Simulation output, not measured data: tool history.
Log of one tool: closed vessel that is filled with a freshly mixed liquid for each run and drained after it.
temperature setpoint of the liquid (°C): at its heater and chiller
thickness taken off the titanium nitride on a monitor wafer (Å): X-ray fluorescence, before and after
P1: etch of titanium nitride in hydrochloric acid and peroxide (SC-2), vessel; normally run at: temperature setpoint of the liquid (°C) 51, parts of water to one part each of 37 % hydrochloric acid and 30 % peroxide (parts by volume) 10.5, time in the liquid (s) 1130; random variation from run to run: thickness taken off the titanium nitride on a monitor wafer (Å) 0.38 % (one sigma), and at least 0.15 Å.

| run | hour | temperature setpoint of the liquid (°C) | parts of water to one part each of 37 % hydrochloric acid and 30 % peroxide (parts by volume) | time in the liquid (s) | hours since the thermometer was replaced | hours since the chemicals flow meter was replaced | hours since the drum of peroxide was connected | thickness taken off the titanium nitride on a monitor wafer (Å) |
|---|---|---|---|---|---|---|---|---|
| 1 | 6.3 | 51 | 10.5 | 1130 | 597.6 | 284.9 | 235.3 | 434.39 |
| 2 | 13.2 | 51 | 10.5 | 1130 | 604.5 | 291.8 | 242.2 | 434.03 |
| 3 | 19.9 | 36 | 10.5 | 1130 | 611.2 | 298.5 | 248.9 | 152.74 |
| 4 | 32.7 | 51 | 17.5 | 1130 | 624 | 311.3 | 261.7 | 276.87 |
| 5 | 42.3 | 51 | 10.5 | 1130 | 633.6 | 320.9 | 271.3 | 432.66 |
| 6 | 51.1 | 64 | 10.5 | 1130 | 642.4 | 329.7 | 280.1 | 990.2 |
| 7 | 61.2 | 51 | 10.5 | 60 | 652.5 | 339.8 | 290.2 | 23.058 |
| 8 | 68.8 | 51 | 10.5 | 2200 | 660.1 | 347.4 | 297.8 | 843.14 |
| 9 | 75.2 | 51 | 10.5 | 1130 | 666.5 | 353.8 | 304.2 | 432.91 |
| 10 | 85.2 | 38.5 | 10.5 | 125 | 676.5 | 363.8 | 314.2 | 20.296 |
| 11 | 91.3 | 51 | 10.5 | 1130 | 682.6 | 369.9 | 320.3 | 433.42 |
| 12 | 99.6 | 51 | 4 | 1130 | 690.9 | 378.2 | 328.6 | 899.83 |
| 13 | 106.9 | 51 | 10.5 | 1130 | 698.2 | 385.5 | 335.9 | 431.49 |
| 14 | 118.2 | 51 | 10.5 | 1130 | 709.5 | 396.8 | 347.2 | 452.45 |
| 15 | 124.6 | 51 | 10.5 | 1130 | 715.9 | 403.2 | 353.6 | 458.51 |
| 16 | 135.8 | 51 | 10.5 | 1130 | 727.1 | 414.4 | 364.8 | 466.81 |
| 17 | 141.5 | 51 | 10.5 | 1130 | 732.8 | 420.1 | 370.5 | 470.54 |
| 18 | 152.5 | 51 | 10.5 | 1130 | 743.8 | 431.1 | 381.5 | 472.12 |
| 19 | 159.5 | 51 | 10.5 | 1130 | 750.8 | 438.1 | 388.5 | 470.77 |
| 20 | 166.3 | 51 | 10.5 | 1130 | 757.6 | 444.9 | 395.3 | 473.39 |

What P1 gives has crept away from where it was. These 2 causes fit the log equally well, each at the size given:
A: chemicals flow above the setpoint (%) = 11
B: liquid hotter than its thermometer reads (K) = 1.33
The creep began at about hour 106.9.
Why every other cause is out:
peroxide weaker than its label (%): at most 8, which would move thickness taken off the titanium nitride on a monitor wafer (Å) by -7.4 %: too little, or the wrong way

4 check runs are offered, each on 2 wafers whose results are averaged, their results left as question marks. Which one tells the causes apart?
| check 1 | 173.1 | 38.5 | 5 | 1130 |  |  |  | ? |
| check 2 | 173.1 | 62.5 | 10.5 | 1130 |  |  |  | ? |
| check 3 | 173.1 | 59.5 | 6 | 1130 |  |  |  | ? |
| check 4 | 173.1 | 63 | 5.5 | 1130 |  |  |  | ? |

What each check would give under each cause:
| check | result | if A | if B |
|---|---|---|---|
| check 1 | thickness taken off the titanium nitride on a monitor wafer (Å) | 351.17 | 358.84 |
| check 2 | thickness taken off the titanium nitride on a monitor wafer (Å) | 984.91 | 979.92 |
| check 3 | thickness taken off the titanium nitride on a monitor wafer (Å) | 1264.1 | 1271.8 |
| check 4 | thickness taken off the titanium nitride on a monitor wafer (Å) | 1673.6 | 1684 |
How far apart the two closest causes lie, in the result that separates them most: check 1 2.16 %; check 2 0.51 %; check 3 0.61 %; check 4 0.62 %
Only check 1 tells the causes apart: in the others they would give nearly the same result.

Check 1 was then run and gave: thickness taken off the titanium nitride on a monitor wafer (Å) 359.02. Which cause is it?

It is B: liquid hotter than its thermometer reads (K).
